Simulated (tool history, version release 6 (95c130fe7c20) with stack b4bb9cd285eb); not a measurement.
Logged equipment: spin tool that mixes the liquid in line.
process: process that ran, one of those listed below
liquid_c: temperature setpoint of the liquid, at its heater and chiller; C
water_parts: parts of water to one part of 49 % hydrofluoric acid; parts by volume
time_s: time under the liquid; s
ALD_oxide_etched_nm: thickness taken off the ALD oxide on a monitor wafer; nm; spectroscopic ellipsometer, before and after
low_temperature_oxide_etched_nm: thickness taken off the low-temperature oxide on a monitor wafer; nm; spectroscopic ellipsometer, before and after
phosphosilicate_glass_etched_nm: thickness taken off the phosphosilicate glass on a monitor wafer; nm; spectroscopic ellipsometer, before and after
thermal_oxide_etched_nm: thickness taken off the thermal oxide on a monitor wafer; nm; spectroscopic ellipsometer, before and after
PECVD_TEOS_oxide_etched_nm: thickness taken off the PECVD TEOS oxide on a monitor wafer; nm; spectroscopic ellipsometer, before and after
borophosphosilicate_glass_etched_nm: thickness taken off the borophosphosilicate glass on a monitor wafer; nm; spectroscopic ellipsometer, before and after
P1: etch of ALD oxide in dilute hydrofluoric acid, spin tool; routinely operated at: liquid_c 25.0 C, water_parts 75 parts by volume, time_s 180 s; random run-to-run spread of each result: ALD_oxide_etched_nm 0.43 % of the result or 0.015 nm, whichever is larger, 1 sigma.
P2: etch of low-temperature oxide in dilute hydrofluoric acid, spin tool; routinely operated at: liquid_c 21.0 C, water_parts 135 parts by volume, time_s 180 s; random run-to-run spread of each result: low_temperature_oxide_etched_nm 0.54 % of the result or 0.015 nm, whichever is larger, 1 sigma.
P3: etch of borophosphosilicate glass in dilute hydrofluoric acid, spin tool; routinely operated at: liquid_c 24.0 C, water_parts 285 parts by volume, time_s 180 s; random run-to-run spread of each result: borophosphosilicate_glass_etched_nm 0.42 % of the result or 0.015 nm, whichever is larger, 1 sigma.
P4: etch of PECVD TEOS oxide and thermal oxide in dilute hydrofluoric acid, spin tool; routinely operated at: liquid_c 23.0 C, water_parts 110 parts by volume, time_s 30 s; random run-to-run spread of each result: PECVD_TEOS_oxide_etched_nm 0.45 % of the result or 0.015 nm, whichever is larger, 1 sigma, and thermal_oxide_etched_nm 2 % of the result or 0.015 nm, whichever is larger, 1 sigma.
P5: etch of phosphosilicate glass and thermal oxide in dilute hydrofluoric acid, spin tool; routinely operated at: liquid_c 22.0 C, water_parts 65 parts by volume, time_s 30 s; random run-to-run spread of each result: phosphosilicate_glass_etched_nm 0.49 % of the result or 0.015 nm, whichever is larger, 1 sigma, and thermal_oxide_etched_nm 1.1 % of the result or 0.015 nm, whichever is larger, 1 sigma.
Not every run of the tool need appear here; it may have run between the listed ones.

run   hour  process  liquid_c  water_parts  time_s  ALD_oxide_etched_nm  low_temperature_oxide_etched_nm  phosphosilicate_glass_etched_nm  thermal_oxide_etched_nm  PECVD_TEOS_oxide_etched_nm  borophosphosilicate_glass_etched_nm
  1    9.9       P1      25.0           75     180              25.6830
  2   20.3       P1      31.0           75      95              17.0620
  3   31.8       P2      21.0          210     180                                                10.747
  4   44.3       P5      22.0          115      30                                                                                 27.626                  1.18100
      46.5  -- hydrofluoric acid flow meter replaced
  5   55.8       P1      25.0           75     180              25.7470
  6   63.3       P4      23.0          110      30                                                                                                         1.17800                      6.9759
  7   70.6       P1      20.5          130     180              11.5980
  8   81.8       P1      25.0           75     180              25.7470
  9   95.8       P1      25.0           75     180              25.8010
 10  107.2       P3      24.0          285     180                                                                                                                                                                          17.1780
 11  119.9       P1      25.0           45     180              44.6350
 12  127.1       P4      23.0           25      30                                                                                                         6.01300                     34.3920
 13  138.7       P5      22.0           65      30                                                                                 52.052                  2.20000
 14  148.7       P1      25.0           75      15               2.1558
 15  160.2       P3      24.0          505     180                                                                                                                                                                           7.9432
 16  170.2       P2      17.0          135     180                                                15.391
 17  182.8       P1      25.0           75     360              51.4010
 18  191.8       P1      25.0           75     180              25.8400
 19  201.7       P5      27.0           65      30                                                                                 63.607                  2.63830
 20  214.8       P1      25.0          135     180              13.3500
 21  225.0       P1      33.0           75     180              35.1720
 22  231.7       P5      22.0           65      15                                                                                 25.984                  1.09220
 23  245.2       P3      17.0          285     180                                                                                                                                                                          13.3140
 24  255.1       P1      20.0           75     180              20.9350
 25  262.1       P5      22.0           65      30                                                                                 51.962                  2.19750
 26  275.1       P1      25.0           75     180              25.7660
 27  287.7       P3      24.0          285     290                                                                                                                                                                          27.7950
 28  300.6       P2      21.0          135     180                                                18.144
 29  314.7       P4      23.0          110      15                                                                                                         0.62281                      3.4884
 30  324.4       P4      29.0          110      30                                                                                                         1.58210                      8.8121
 31  335.1       P1      25.0           75     180              25.7340
 32  342.1       P2      21.0          135     280                                                28.210
 33  355.5       P1      25.0           75     180              25.9420
 34  362.6       P1      25.0           75     180              25.2100
 35  369.4       P1      25.0           75     180              24.4750
 36  381.9       P1      25.0           75     180              24.0580
 37  392.3       P1      25.0           75     180              23.8580
 38  404.0       P1      25.0           75     180              23.7520
 39  418.1       P1      25.0           75     180              23.6090
 40  429.8       P1      25.0           75     180              23.4770

What P1 gives has crept off from where it sat before. The 2 causes that follow fit the log equally well, each at the size noted:
A: hydrofluoric acid flow below the setpoint (%) = 7.54
B: liquid colder than its thermometer reads (K) = 2.14
The gradual shift began around hour 355.5.

Consider the 4 single-wafer check runs listed below, results given as question marks: which one distinguishes between the causes by giving clearly different results for each?
check 1  441.5       P5      25.5          105      30                                                                                      ?                        ?
check 2  441.5       P2      21.0          180     180                                                     ?
check 3  441.5       P3      24.0          380     180                                                                                                                                                                                ?
check 4  441.5       P4      27.5          110      20                                                                                                               ?                           ?

How each check would come out, cause by cause:
  check                               result     if A     if B
check 1      phosphosilicate_glass_etched_nm   32.219   32.379
check 1              thermal_oxide_etched_nm  1.34410  1.35080
check 2      low_temperature_oxide_etched_nm   11.840   11.955
check 3  borophosphosilicate_glass_etched_nm  10.6340  11.0030
check 4              thermal_oxide_etched_nm  0.88885  0.89582
check 4           PECVD_TEOS_oxide_etched_nm   5.0925   5.1325
Per-check spread between the two closest causes, in the result where they differ most: check 1 0.5 %; check 2 0.97 %; check 3 3.42 %; check 4 0.78 %
Of the check runs offered, only check 3 discriminates between the causes; the rest would read about the same regardless of which cause applies.

Check 3 has now been run. It gave: borophosphosilicate_glass_etched_nm 10.6200 nm. Which of the candidate causes is it?

It was cause A: hydrofluoric acid flow below the setpoint (%).
